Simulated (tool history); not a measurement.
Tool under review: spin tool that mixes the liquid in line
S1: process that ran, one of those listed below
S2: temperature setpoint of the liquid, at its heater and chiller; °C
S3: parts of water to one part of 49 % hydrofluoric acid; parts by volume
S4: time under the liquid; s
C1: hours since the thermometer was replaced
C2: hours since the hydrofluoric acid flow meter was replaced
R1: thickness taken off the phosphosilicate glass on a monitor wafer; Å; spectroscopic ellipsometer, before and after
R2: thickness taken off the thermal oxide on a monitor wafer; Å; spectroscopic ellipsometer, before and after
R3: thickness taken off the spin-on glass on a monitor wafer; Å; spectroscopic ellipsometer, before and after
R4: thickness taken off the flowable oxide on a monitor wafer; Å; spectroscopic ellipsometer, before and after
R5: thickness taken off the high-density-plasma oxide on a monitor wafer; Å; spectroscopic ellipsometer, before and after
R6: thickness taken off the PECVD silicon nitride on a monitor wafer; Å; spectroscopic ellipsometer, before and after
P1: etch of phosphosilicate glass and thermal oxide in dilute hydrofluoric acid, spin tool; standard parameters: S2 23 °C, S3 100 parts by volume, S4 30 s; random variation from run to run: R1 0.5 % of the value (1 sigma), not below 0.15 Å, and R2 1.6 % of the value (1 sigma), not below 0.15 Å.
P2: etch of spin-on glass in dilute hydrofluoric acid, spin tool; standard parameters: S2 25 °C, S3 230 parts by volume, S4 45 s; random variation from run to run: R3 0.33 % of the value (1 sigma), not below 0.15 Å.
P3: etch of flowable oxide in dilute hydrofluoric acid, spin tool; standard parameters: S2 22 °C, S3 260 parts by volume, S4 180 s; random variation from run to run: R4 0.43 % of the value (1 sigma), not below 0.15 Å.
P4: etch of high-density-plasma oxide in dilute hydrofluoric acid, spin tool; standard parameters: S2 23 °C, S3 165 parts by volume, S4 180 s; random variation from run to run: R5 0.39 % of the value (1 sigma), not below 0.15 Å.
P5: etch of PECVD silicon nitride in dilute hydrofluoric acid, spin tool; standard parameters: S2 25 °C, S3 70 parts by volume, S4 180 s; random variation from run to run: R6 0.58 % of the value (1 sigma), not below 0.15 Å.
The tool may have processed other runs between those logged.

run 1 day=0.475 | S1=P1 S2=23 S3=100 S4=30 | C1=485.1 C2=619.9 | R1=338.08 R2=14.188
run 2 day=0.958 | S1=P1 S2=23 S3=100 S4=15 | C1=496.7 C2=631.5 | R1=168.15 R2=7.3635
run 3 day=1.238 | S1=P1 S2=23 S3=165 S4=30 | C1=503.4 C2=638.2 | R1=190.28 R2=7.7911
run 4 day=1.75 | S1=P2 S2=25 S3=230 S4=15 | C1=515.7 C2=650.5 | R3=20.358
run 5 day=2.229 | S1=P3 S2=17 S3=260 S4=180 | C1=527.2 C2=662 | R4=154.38
run 6 day=2.729 | S1=P1 S2=23 S3=60 S4=30 | C1=539.2 C2=674 | R1=591.17 R2=26.061
run 7 day=3.233 | S1=P2 S2=31 S3=230 S4=45 | C1=551.3 C2=686.1 | R3=74.641
run 8 day=3.6 | S1=P1 S2=23 S3=100 S4=30 | C1=560.1 C2=694.9 | R1=334.56 R2=14.715
run 9 day=4.096 | S1=P1 S2=23 S3=25 S4=45 | C1=572 C2=706.8 | R1=2220.4 R2=99.712
run 10 day=4.371 | S1=P4 S2=23 S3=165 S4=265 | C1=578.6 C2=713.4 | R5=105
run 11 day=4.817 | S1=P4 S2=23 S3=165 S4=180 | C1=589.3 C2=724.1 | R5=71.534
run 12 day=5.133 | S1=P5 S2=18.5 S3=70 S4=180 | C1=596.9 C2=731.7 | R6=57.098
run 13 day=5.525 | S1=P1 S2=23 S3=100 S4=30 | C1=606.3 C2=741.1 | R1=336.5 R2=14.419
run 14 day=5.762 | S1=P4 S2=23 S3=300 S4=180 | C1=612 C2=746.8 | R5=34.183
run 15 day=6.038 | S1=P1 S2=23 S3=100 S4=30 | C1=618.6 C2=753.4 | R1=335.96 R2=14.26
run 16 day=6.438 | S1=P3 S2=22 S3=260 S4=180 | C1=628.2 C2=763 | R4=185.04
run 17 day=6.925 | S1=P1 S2=18.5 S3=100 S4=30 | C1=639.9 C2=774.7 | R1=278.65 R2=11.898
run 18 day=7.221 | S1=P4 S2=19 S3=165 S4=180 | C1=647 C2=781.8 | R5=61.127
run 19 day=7.638 | S1=P1 S2=26.5 S3=100 S4=30 | C1=657 C2=791.8 | R1=387.55 R2=16.942
run 20 day=8.033 | S1=P5 S2=25 S3=70 S4=265 | C1=666.5 C2=801.3 | R6=128.6
run 21 day=8.529 | S1=P3 S2=22 S3=65 S4=180 | C1=678.4 C2=813.2 | R4=914.39
run 22 day=8.783 | S1=P4 S2=23 S3=165 S4=180 | C1=684.5 C2=819.3 | R5=71.246
run 23 day=9.292 | S1=P1 S2=23 S3=100 S4=30 | C1=696.7 C2=831.5 | R1=334.98 R2=14.287
run 24 day=9.708 | S1=P1 S2=23 S3=100 S4=30 | C1=706.7 C2=841.5 | R1=336.38 R2=14.913
run 25 day=9.938 | S1=P2 S2=25 S3=230 S4=45 | C1=712.2 C2=847 | R3=60.512
run 26 day=10.45 | S1=P3 S2=22 S3=260 S4=15 | C1=724.5 C2=859.3 | R4=15.777
run 27 day=10.967 | S1=P2 S2=25 S3=230 S4=45 | C1=736.9 C2=871.7 | R3=60.8
run 28 day=11.333 | S1=P5 S2=25 S3=70 S4=180 | C1=745.7 C2=880.5 | R6=86.869
run 29 day=11.812 | S1=P1 S2=23 S3=100 S4=55 | C1=757.2 C2=892 | R1=619.17 R2=27.411
run 30 day=12.217 | S1=P2 S2=25 S3=85 S4=45 | C1=766.9 C2=901.7 | R3=194.53
run 31 day=12.554 | S1=P1 S2=23 S3=25 S4=15 | C1=775 C2=909.8 | R1=743.02 R2=32.098
run 32 day=12.812 | S1=P5 S2=25 S3=115 S4=180 | C1=781.2 C2=916 | R6=53.796
run 33 day=13.138 | S1=P1 S2=23 S3=40 S4=15 | C1=789 C2=923.8 | R1=454.25 R2=19.949
run 34 day=13.488 | S1=P1 S2=23 S3=100 S4=30 | C1=797.4 C2=932.2 | R1=338.86 R2=14.812
run 35 day=13.875 | S1=P1 S2=23 S3=100 S4=30 | C1=806.7 C2=941.5 | R1=324.43 R2=14.079
run 36 day=14.367 | S1=P1 S2=23 S3=100 S4=30 | C1=818.5 C2=953.3 | R1=318.91 R2=13.626
run 37 day=14.617 | S1=P1 S2=23 S3=100 S4=30 | C1=824.5 C2=959.3 | R1=317.99 R2=13.542
run 38 day=15.125 | S1=P1 S2=23 S3=100 S4=30 | C1=836.7 C2=971.5 | R1=313.89 R2=13.513
run 39 day=15.55 | S1=P1 S2=23 S3=100 S4=30 | C1=846.9 C2=981.7 | R1=312.31 R2=13.289
run 40 day=15.904 | S1=P1 S2=23 S3=100 S4=30 | C1=855.4 C2=990.2 | R1=310.23 R2=14.111
run 41 day=16.208 | S1=P1 S2=23 S3=100 S4=30 | C1=862.7 C2=997.5 | R1=309.36 R2=13.772
run 42 day=16.575 | S1=P1 S2=23 S3=100 S4=30 | C1=871.5 C2=1006.3 | R1=313.02 R2=13.785
run 43 day=16.912 | S1=P1 S2=23 S3=100 S4=30 | C1=879.6 C2=1014.4 | R1=309.54 R2=13.852
run 44 day=17.3 | S1=P1 S2=23 S3=100 S4=30 | C1=888.9 C2=1023.7 | R1=309.25 R2=13.496

Compared with where it was, what P1 gives has crept away. Each cause listed below fits the log as well as the rest, at the size given for it:
A: liquid colder than its thermometer reads (K) = 2.02
B: hydrofluoric acid flow below the setpoint (%) = 6.96
Onset of the creep was near day 13.488.

Question marks stand in for the results of the 4 check runs listed below, each run on one wafer. Under which run would the listed causes show clearly different results?
run check 1 day=17.688 | S1=P4 S2=23 S3=165 S4=240 | R5=?
run check 2 day=17.688 | S1=P2 S2=25 S3=105 S4=45 | R3=?
run check 3 day=17.688 | S1=P5 S2=22 S3=70 S4=255 | R6=?
run check 4 day=17.688 | S1=P3 S2=17 S3=260 S4=25 | R4=?

Predicted outcomes, by check and by cause:
check=check_1 result=R5 if_A=87.978 if_B=87.321
check=check_2 result=R3 if_A=141.74 if_B=141.45
check=check_3 result=R6 if_A=88.271 if_B=94.424
check=check_4 result=R4 if_A=19.774 if_B=19.581
Minimum pairwise separation of causes per check, each pair taken at its best-separating result: check 1 0.75 %; check 2 0.21 %; check 3 6.74 %; check 4 0.98 %
Check 3 distinguishes between the causes, while the remaining checks would return nearly the same result for all of them.

Running check 3 produced the following: R6 94.316 Å. Which one of the listed causes fits?

The correct cause is B, namely: hydrofluoric acid flow below the setpoint (%).
